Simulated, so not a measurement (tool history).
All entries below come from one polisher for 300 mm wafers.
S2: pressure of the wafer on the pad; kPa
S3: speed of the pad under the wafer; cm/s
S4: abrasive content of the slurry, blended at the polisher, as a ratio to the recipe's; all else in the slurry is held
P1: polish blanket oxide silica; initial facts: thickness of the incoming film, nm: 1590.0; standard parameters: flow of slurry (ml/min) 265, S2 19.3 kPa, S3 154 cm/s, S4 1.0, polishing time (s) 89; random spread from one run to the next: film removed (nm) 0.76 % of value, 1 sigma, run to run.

{"run": 1, "hour": 5.5, "flow of slurry (ml/min)": 265, "S2": 19.3, "S3": 154, "S4": 1.0, "polishing time (s)": 89, "film removed (nm)": 270.85}
{"run": 2, "hour": 11.2, "flow of slurry (ml/min)": 265, "S2": 19.3, "S3": 154, "S4": 1.0, "polishing time (s)": 57, "film removed (nm)": 171.96}
{"run": 3, "hour": 20.1, "flow of slurry (ml/min)": 265, "S2": 19.3, "S3": 154, "S4": 1.0, "polishing time (s)": 89, "film removed (nm)": 272.11}
{"run": 4, "hour": 28.3, "flow of slurry (ml/min)": 265, "S2": 13.1, "S3": 154, "S4": 1.0, "polishing time (s)": 89, "film removed (nm)": 184.21}
{"run": 5, "hour": 34.9, "flow of slurry (ml/min)": 265, "S2": 19.3, "S3": 72, "S4": 1.4, "polishing time (s)": 89, "film removed (nm)": 170.06}
{"hour": 45.1, "done": "slurry blender recalibrated"}
{"run": 6, "hour": 47.2, "flow of slurry (ml/min)": 185, "S2": 19.3, "S3": 154, "S4": 1.0, "polishing time (s)": 89, "film removed (nm)": 262.51}
{"run": 7, "hour": 59.0, "flow of slurry (ml/min)": 265, "S2": 19.3, "S3": 74, "S4": 1.0, "polishing time (s)": 89, "film removed (nm)": 153.39}
{"run": 8, "hour": 68.0, "flow of slurry (ml/min)": 380, "S2": 19.3, "S3": 190, "S4": 1.0, "polishing time (s)": 89, "film removed (nm)": 325.94}
{"run": 9, "hour": 75.2, "flow of slurry (ml/min)": 265, "S2": 19.3, "S3": 154, "S4": 1.0, "polishing time (s)": 89, "film removed (nm)": 270.87}
{"run": 10, "hour": 85.5, "flow of slurry (ml/min)": 265, "S2": 19.3, "S3": 154, "S4": 0.5, "polishing time (s)": 89, "film removed (nm)": 189.21}
{"run": 11, "hour": 97.3, "flow of slurry (ml/min)": 265, "S2": 19.3, "S3": 154, "S4": 1.0, "polishing time (s)": 89, "film removed (nm)": 271.77}
{"run": 12, "hour": 109.2, "flow of slurry (ml/min)": 265, "S2": 19.3, "S3": 154, "S4": 1.2, "polishing time (s)": 89, "film removed (nm)": 293.27}
{"run": 13, "hour": 116.7, "flow of slurry (ml/min)": 265, "S2": 19.3, "S3": 154, "S4": 1.0, "polishing time (s)": 132, "film removed (nm)": 402.01}
{"run": 14, "hour": 125.3, "flow of slurry (ml/min)": 265, "S2": 19.3, "S3": 240, "S4": 1.0, "polishing time (s)": 89, "film removed (nm)": 387.47}
{"run": 15, "hour": 133.7, "flow of slurry (ml/min)": 265, "S2": 19.3, "S3": 154, "S4": 1.0, "polishing time (s)": 89, "film removed (nm)": 275.53}
{"run": 16, "hour": 139.4, "flow of slurry (ml/min)": 265, "S2": 31.0, "S3": 154, "S4": 1.0, "polishing time (s)": 89, "film removed (nm)": 432.67}
{"run": 17, "hour": 145.4, "flow of slurry (ml/min)": 265, "S2": 19.3, "S3": 154, "S4": 1.0, "polishing time (s)": 89, "film removed (nm)": 274.84}

What does the tool deliver on the next run?
{"run": 18, "hour": 152.5, "flow of slurry (ml/min)": 350, "S2": 19.3, "S3": 154, "S4": 1.0, "polishing time (s)": 89, "film removed (nm)": "?"}

{"run 18": {"film removed (nm)": 277.27}}
